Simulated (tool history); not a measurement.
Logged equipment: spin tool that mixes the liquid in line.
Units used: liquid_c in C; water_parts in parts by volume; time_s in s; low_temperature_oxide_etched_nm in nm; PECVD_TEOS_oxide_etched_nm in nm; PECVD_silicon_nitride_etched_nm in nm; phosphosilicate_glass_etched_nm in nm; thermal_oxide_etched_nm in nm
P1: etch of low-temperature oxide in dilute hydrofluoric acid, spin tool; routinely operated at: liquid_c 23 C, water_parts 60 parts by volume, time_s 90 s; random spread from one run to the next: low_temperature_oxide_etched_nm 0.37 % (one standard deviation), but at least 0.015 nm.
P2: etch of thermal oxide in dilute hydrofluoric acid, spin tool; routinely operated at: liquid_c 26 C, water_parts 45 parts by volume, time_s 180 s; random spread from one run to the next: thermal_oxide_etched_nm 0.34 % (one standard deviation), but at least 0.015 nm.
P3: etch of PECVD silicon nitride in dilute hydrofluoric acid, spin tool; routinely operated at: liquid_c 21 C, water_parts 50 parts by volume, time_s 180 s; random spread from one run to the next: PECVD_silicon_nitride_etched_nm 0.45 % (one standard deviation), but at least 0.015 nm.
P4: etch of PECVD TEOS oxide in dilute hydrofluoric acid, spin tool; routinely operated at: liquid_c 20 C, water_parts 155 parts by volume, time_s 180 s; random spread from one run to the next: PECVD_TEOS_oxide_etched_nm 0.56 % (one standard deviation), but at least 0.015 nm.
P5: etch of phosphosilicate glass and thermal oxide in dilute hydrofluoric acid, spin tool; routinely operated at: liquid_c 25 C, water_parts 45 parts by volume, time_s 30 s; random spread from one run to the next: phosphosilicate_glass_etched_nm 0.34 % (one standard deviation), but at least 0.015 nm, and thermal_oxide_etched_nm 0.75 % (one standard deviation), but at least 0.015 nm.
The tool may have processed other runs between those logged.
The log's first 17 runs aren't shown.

| run | day | process | liquid_c | water_parts | time_s | hours since the thermometer was replaced | hours since the hydrofluoric acid flow meter was replaced | low_temperature_oxide_etched_nm | PECVD_TEOS_oxide_etched_nm | PECVD_silicon_nitride_etched_nm | phosphosilicate_glass_etched_nm | thermal_oxide_etched_nm |
|---|---|---|---|---|---|---|---|---|---|---|---|---|
| 18 | 4.112 | P2 | 26 | 45 | 20 | 558.9 | 627.5 |  |  |  |  | 2.3897 |
| 19 | 4.35 | P2 | 26 | 20 | 180 | 564.6 | 633.2 |  |  |  |  | 50.334 |
| 20 | 4.579 | P4 | 20 | 155 | 180 | 570.1 | 638.7 |  | 13.945 |  |  |  |
| 21 | 4.858 | P1 | 30.5 | 25 | 90 | 576.8 | 645.4 | 139.01 |  |  |  |  |
| 22 | 5.175 | P5 | 25 | 45 | 15 | 584.4 | 653 |  |  |  | 34.216 | 1.7934 |
| 23 | 5.462 | P3 | 21 | 50 | 360 | 591.3 | 659.9 |  |  | 11.824 |  |  |
| 24 | 5.638 | P1 | 17 | 60 | 90 | 595.5 | 664.1 | 31.239 |  |  |  |  |
| 25 | 5.95 | P5 | 18 | 45 | 30 | 603 | 671.6 |  |  |  | 50.715 | 2.681 |
|  | 6.104 | thermometer replaced |
| 26 | 6.167 | P2 | 26 | 45 | 180 | 1.5 | 676.8 |  |  |  |  | 21.637 |
| 27 | 6.371 | P1 | 28.5 | 60 | 20 | 6.4 | 681.7 | 11.177 |  |  |  |  |
| 28 | 6.575 | P4 | 20 | 225 | 180 | 11.3 | 686.6 |  | 8.9578 |  |  |  |
| 29 | 6.758 | P2 | 31 | 45 | 180 | 15.7 | 691 |  |  |  |  | 26.187 |
| 30 | 6.958 | P3 | 21 | 50 | 180 | 20.5 | 695.8 |  |  | 5.9437 |  |  |
| 31 | 7.188 | P1 | 23 | 60 | 90 | 26 | 701.3 | 40.353 |  |  |  |  |
| 32 | 7.392 | P1 | 23 | 60 | 35 | 30.9 | 706.2 | 15.661 |  |  |  |  |
| 33 | 7.571 | P1 | 23 | 95 | 90 | 35.2 | 710.5 | 24.439 |  |  |  |  |
| 34 | 7.854 | P1 | 23 | 60 | 90 | 42 | 717.3 | 40.419 |  |  |  |  |
| 35 | 8.129 | P1 | 23 | 60 | 90 | 48.6 | 723.9 | 38.596 |  |  |  |  |
| 36 | 8.35 | P1 | 23 | 60 | 90 | 53.9 | 729.2 | 37.594 |  |  |  |  |
| 37 | 8.529 | P1 | 23 | 60 | 90 | 58.2 | 733.5 | 37.715 |  |  |  |  |
| 38 | 8.721 | P1 | 23 | 60 | 90 | 62.8 | 738.1 | 37.182 |  |  |  |  |
| 39 | 8.912 | P1 | 23 | 60 | 90 | 67.4 | 742.7 | 37.166 |  |  |  |  |

Predict the results of run 40:
| 40 | 9.146 | P1 | 23 | 60 | 90 | 73 | 748.3 | ? |  |  |  |  |

low_temperature_oxide_etched_nm: 36.813 nm

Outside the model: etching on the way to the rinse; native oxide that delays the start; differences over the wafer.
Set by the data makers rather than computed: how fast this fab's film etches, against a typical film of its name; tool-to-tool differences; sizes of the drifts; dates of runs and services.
